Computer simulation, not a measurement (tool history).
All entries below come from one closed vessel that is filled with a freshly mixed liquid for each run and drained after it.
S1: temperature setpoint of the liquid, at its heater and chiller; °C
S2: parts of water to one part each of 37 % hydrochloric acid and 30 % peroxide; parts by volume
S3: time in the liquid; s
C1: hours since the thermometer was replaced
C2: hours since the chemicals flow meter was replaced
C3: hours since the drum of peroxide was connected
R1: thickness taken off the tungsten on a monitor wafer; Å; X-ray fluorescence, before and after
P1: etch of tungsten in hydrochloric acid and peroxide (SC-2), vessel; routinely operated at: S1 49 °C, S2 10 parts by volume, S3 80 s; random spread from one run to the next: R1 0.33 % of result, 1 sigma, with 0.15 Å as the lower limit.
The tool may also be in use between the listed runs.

run 1 day=0.229 | S1=49 S2=10 S3=80 | C1=273.8 C2=805.7 C3=969.9 | R1=168.77
run 2 day=0.392 | S1=49 S2=10 S3=80 | C1=277.7 C2=809.6 C3=973.8 | R1=168.39
run 3 day=0.546 | S1=61.5 S2=10 S3=80 | C1=281.4 C2=813.3 C3=977.5 | R1=380.22
run 4 day=0.788 | S1=49 S2=4 S3=80 | C1=287.2 C2=819.1 C3=983.3 | R1=336.98
run 5 day=1.046 | S1=49 S2=15.5 S3=80 | C1=293.4 C2=825.3 C3=989.5 | R1=115.6
run 6 day=1.179 | S1=49 S2=10 S3=80 | C1=296.6 C2=828.5 C3=992.7 | R1=168.77
run 7 day=1.35 | S1=36 S2=10 S3=80 | C1=300.7 C2=832.6 C3=996.8 | R1=68.543
run 8 day=1.592 | S1=49 S2=10 S3=160 | C1=306.5 C2=838.4 C3=1002.6 | R1=337.18
run 9 day=1.817 | S1=49 S2=10 S3=80 | C1=311.9 C2=843.8 C3=1008 | R1=168.18
run 10 day=2.021 | S1=39 S2=17.5 S3=80 | C1=316.8 C2=848.7 C3=1012.9 | R1=51.874
run 11 day=2.292 | S1=49 S2=10 S3=30 | C1=323.3 C2=855.2 C3=1019.4 | R1=63.047
run 12 day=2.421 | S1=49 S2=10 S3=80 | C1=326.4 C2=858.3 C3=1022.5 | R1=168.02
run 13 day=2.575 | S1=49 S2=10 S3=80 | C1=330.1 C2=862 C3=1026.2 | R1=172.31
run 14 day=2.812 | S1=49 S2=10 S3=80 | C1=335.8 C2=867.7 C3=1031.9 | R1=175.75
run 15 day=3.046 | S1=49 S2=10 S3=80 | C1=341.4 C2=873.3 C3=1037.5 | R1=178.96
run 16 day=3.233 | S1=49 S2=10 S3=80 | C1=345.9 C2=877.8 C3=1042 | R1=179.9
run 17 day=3.388 | S1=49 S2=10 S3=80 | C1=349.6 C2=881.5 C3=1045.7 | R1=180.85
run 18 day=3.654 | S1=49 S2=10 S3=80 | C1=356 C2=887.9 C3=1052.1 | R1=181.83
run 19 day=3.858 | S1=49 S2=10 S3=80 | C1=360.9 C2=892.8 C3=1057 | R1=181.37
run 20 day=4.054 | S1=49 S2=10 S3=80 | C1=365.6 C2=897.5 C3=1061.7 | R1=183.13

Run 21, settings as shown, results not yet in. Your forecast:
run 21 day=4.312 | S1=49 S2=10 S3=80 | C1=371.8 C2=903.7 C3=1067.9 | R1=?

R1: 183.55 Å
